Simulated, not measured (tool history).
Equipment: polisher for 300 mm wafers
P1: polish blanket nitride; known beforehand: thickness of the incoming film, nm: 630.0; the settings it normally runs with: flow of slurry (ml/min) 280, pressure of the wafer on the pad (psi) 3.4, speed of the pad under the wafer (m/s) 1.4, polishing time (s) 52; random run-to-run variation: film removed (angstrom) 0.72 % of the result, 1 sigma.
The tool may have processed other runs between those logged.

run    day  flow of slurry (ml/min)  pressure of the wafer on the pad (psi)  speed of the pad under the wafer (m/s)  polishing time (s)  wafers polished on this pad  hours since the slurry nozzle was cleaned  hours since the head pressure was calibrated  film removed (angstrom)
  1  0.275                      280                                     3.4                                     1.4                  52                          598                                      132.6                                         483.5                   1226.3
  2  0.533                      170                                     3.4                                     1.4                  52                          669                                      138.8                                         489.7                   1166.8
  3  1.008                      280                                     3.4                                     2.2                  52                          801                                      150.2                                         501.1                   1761.1
  4  1.346                      280                                     3.4                                    0.64                  52                          894                                      158.3                                         509.2                   655.18
  5  1.842                      280                                     3.4                                     1.4                  52                         1032                                      170.2                                         521.1                   1230.5
  6  2.183                      280                                     3.4                                     1.4                  72                         1126                                      178.4                                         529.3                   1726.6
  7  2.467                      385                                     3.4                                     1.4                  52                         1205                                      185.2                                         536.1                   1257.2
  8  2.788                      280                                     3.4                                     1.4                  52                         1294                                      192.9                                         543.8                   1222.2
  9  3.138                      280                                     1.9                                    1.96                  52                         1391                                      201.3                                         552.2                   917.88
 10    3.4                      170                                     3.4                                    1.96                  52                         1463                                      207.6                                         558.5                   1542.7
 11  3.658                      280                                     3.4                                     1.4                  52                         1535                                      213.8                                         564.7                     1231
 12  4.129                      280                                     1.5                                     1.4                  52                         1665                                      225.1                                           576                   540.97
 13  4.612                      200                                     1.5                                     1.4                  52                         1799                                      236.7                                         587.6                   521.17
 14  4.933                      280                                     5.3                                     1.4                  52                         1888                                      244.4                                         595.3                   1897.6
 15  5.333                      280                                     3.4                                     1.4                  28                         1999                                        254                                         604.9                   658.19
 16  5.608                      280                                     3.4                                     1.4                  52                         2075                                      260.6                                         611.5                   1227.6
 17  6.079                      280                                     3.4                                     1.4                  52                         2205                                      271.9                                         622.8                   1220.7
 18  6.479                      280                                     3.4                                     1.4                  52                         2316                                      281.5                                         632.4                     1245
 19    6.8                      280                                     3.4                                     1.4                  52                         2405                                      289.2                                         640.1                   1250.3
 20  7.183                      280                                     3.4                                     1.4                  52                         2511                                      298.4                                         649.3                   1226.4

Run 21 comes next. What will it give?
 21  7.692                      280                                     3.4                                     1.4                  52                         2652                                      310.6                                         661.5                        ?

{"run 21": {"film removed (angstrom)": 1203.4}}
